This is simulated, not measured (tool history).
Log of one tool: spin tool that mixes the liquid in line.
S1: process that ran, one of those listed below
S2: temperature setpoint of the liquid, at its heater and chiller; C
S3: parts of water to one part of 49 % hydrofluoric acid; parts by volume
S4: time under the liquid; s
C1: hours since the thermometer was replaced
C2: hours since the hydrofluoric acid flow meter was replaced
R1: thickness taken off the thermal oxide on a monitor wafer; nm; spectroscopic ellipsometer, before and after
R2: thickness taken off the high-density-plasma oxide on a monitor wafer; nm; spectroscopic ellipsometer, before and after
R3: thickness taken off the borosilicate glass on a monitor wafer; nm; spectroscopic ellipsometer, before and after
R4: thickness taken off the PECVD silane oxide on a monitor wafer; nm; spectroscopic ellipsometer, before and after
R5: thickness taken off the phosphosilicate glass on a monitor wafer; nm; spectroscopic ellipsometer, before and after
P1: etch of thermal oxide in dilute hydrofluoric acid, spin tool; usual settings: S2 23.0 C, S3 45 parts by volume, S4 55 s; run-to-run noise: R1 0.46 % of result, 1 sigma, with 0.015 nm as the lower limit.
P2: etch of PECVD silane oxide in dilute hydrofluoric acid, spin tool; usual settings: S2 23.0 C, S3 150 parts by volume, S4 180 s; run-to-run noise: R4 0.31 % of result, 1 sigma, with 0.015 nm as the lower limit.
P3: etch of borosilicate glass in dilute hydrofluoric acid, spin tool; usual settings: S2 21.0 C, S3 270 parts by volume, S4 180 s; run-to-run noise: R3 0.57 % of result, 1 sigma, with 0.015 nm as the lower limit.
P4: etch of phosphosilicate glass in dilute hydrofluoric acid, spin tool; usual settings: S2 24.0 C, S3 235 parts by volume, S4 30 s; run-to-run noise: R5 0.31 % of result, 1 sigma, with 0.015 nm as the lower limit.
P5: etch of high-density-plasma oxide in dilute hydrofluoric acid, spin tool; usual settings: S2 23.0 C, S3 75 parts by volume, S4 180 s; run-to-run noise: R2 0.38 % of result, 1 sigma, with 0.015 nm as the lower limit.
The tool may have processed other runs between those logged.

Run 1, hour 2.6: S1 P1, S2 23.0 C, S3 45 parts by volume, S4 55 s; C1 217.3; C2 532.9. Result: R1 6.0391 nm.
Run 2, hour 5.8: S1 P1, S2 23.0 C, S3 45 parts by volume, S4 15 s; C1 220.5; C2 536.1. Result: R1 1.6563 nm.
Run 3, hour 9.6: S1 P1, S2 23.0 C, S3 60 parts by volume, S4 80 s; C1 224.3; C2 539.9. Result: R1 6.4578 nm.
Run 4, hour 12.8: S1 P5, S2 30.5 C, S3 75 parts by volume, S4 180 s; C1 227.5; C2 543.1. Result: R2 16.6640 nm.
Run 5, hour 16.6: S1 P1, S2 23.0 C, S3 45 parts by volume, S4 55 s; C1 231.3; C2 546.9. Result: R1 6.0396 nm.
Run 6, hour 19.2: S1 P3, S2 25.0 C, S3 270 parts by volume, S4 180 s; C1 233.9; C2 549.5. Result: R3 15.689 nm.
Run 7, hour 22.5: S1 P2, S2 23.0 C, S3 25 parts by volume, S4 180 s; C1 237.2; C2 552.8. Result: R4 214.810 nm.
Run 8, hour 25.5: S1 P3, S2 21.0 C, S3 75 parts by volume, S4 180 s; C1 240.2; C2 555.8. Result: R3 59.599 nm.
Run 9, hour 29.8: S1 P5, S2 23.0 C, S3 35 parts by volume, S4 180 s; C1 244.5; C2 560.1. Result: R2 27.9080 nm.
Run 10, hour 33.5: S1 P4, S2 24.0 C, S3 235 parts by volume, S4 30 s; C1 248.2; C2 563.8. Result: R5 17.0180 nm.
Run 11, hour 37.6: S1 P2, S2 17.0 C, S3 150 parts by volume, S4 180 s; C1 252.3; C2 567.9. Result: R4 24.239 nm.
Run 12, hour 42.1: S1 P1, S2 23.0 C, S3 45 parts by volume, S4 55 s; C1 256.8; C2 572.4. Result: R1 6.0775 nm.
Run 13, hour 46.4: S1 P1, S2 23.0 C, S3 45 parts by volume, S4 55 s; C1 261.1; C2 576.7. Result: R1 6.1071 nm.
Run 14, hour 50.2: S1 P5, S2 23.0 C, S3 75 parts by volume, S4 100 s; C1 264.9; C2 580.5. Result: R2 6.9256 nm.
Run 15, hour 54.9: S1 P3, S2 21.0 C, S3 270 parts by volume, S4 180 s; C1 269.6; C2 585.2. Result: R3 13.432 nm.
Run 16, hour 57.3: S1 P5, S2 23.0 C, S3 75 parts by volume, S4 180 s; C1 272.0; C2 587.6. Result: R2 12.4940 nm.
Run 17, hour 60.6: S1 P3, S2 21.0 C, S3 270 parts by volume, S4 180 s; C1 275.3; C2 590.9. Result: R3 13.548 nm.
Run 18, hour 64.6: S1 P1, S2 23.0 C, S3 45 parts by volume, S4 95 s; C1 279.3; C2 594.9. Result: R1 10.3960 nm.
Run 19, hour 67.3: S1 P2, S2 23.0 C, S3 150 parts by volume, S4 180 s; C1 282.0; C2 597.6. Result: R4 30.667 nm.
Run 20, hour 69.7: S1 P2, S2 23.0 C, S3 150 parts by volume, S4 290 s; C1 284.4; C2 600.0. Result: R4 49.263 nm.
Run 21, hour 72.7: S1 P1, S2 23.0 C, S3 65 parts by volume, S4 85 s; C1 287.4; C2 603.0. Result: R1 6.3010 nm.
Run 22, hour 74.9: S1 P1, S2 17.0 C, S3 45 parts by volume, S4 55 s; C1 289.6; C2 605.2. Result: R1 4.6750 nm.
Run 23, hour 77.0: S1 P4, S2 28.0 C, S3 235 parts by volume, S4 30 s; C1 291.7; C2 607.3. Result: R5 19.6400 nm.
Run 24, hour 80.7: S1 P4, S2 24.0 C, S3 430 parts by volume, S4 30 s; C1 295.4; C2 611.0. Result: R5 7.7478 nm.
Run 25, hour 85.0: S1 P1, S2 23.0 C, S3 45 parts by volume, S4 55 s; C1 299.7; C2 615.3. Result: R1 6.1343 nm.
At hour 87.4: thermometer replaced.
Run 26, hour 89.6: S1 P4, S2 24.0 C, S3 235 parts by volume, S4 60 s; C1 2.3; C2 619.9. Result: R5 34.0780 nm.
Run 27, hour 93.6: S1 P1, S2 23.0 C, S3 25 parts by volume, S4 55 s; C1 6.3; C2 623.9. Result: R1 11.0840 nm.
Run 28, hour 98.2: S1 P1, S2 27.0 C, S3 45 parts by volume, S4 55 s; C1 10.9; C2 628.5. Result: R1 7.1916 nm.
Run 29, hour 102.1: S1 P3, S2 21.0 C, S3 270 parts by volume, S4 265 s; C1 14.8; C2 632.4. Result: R3 19.785 nm.
Run 30, hour 104.7: S1 P1, S2 23.0 C, S3 75 parts by volume, S4 55 s; C1 17.4; C2 635.0. Result: R1 3.5012 nm.
Run 31, hour 109.4: S1 P1, S2 23.0 C, S3 45 parts by volume, S4 55 s; C1 22.1; C2 639.7. Result: R1 6.1281 nm.
Run 32, hour 113.9: S1 P1, S2 23.0 C, S3 45 parts by volume, S4 55 s; C1 26.6; C2 644.2. Result: R1 5.8373 nm.
Run 33, hour 116.6: S1 P1, S2 23.0 C, S3 45 parts by volume, S4 55 s; C1 29.3; C2 646.9. Result: R1 5.7598 nm.

For run 34, what comes out?
Run 34, hour 119.1: S1 P1, S2 23.0 C, S3 45 parts by volume, S4 55 s; C1 31.8; C2 649.4. Result: R1 ?.

R1: 5.6938 nm

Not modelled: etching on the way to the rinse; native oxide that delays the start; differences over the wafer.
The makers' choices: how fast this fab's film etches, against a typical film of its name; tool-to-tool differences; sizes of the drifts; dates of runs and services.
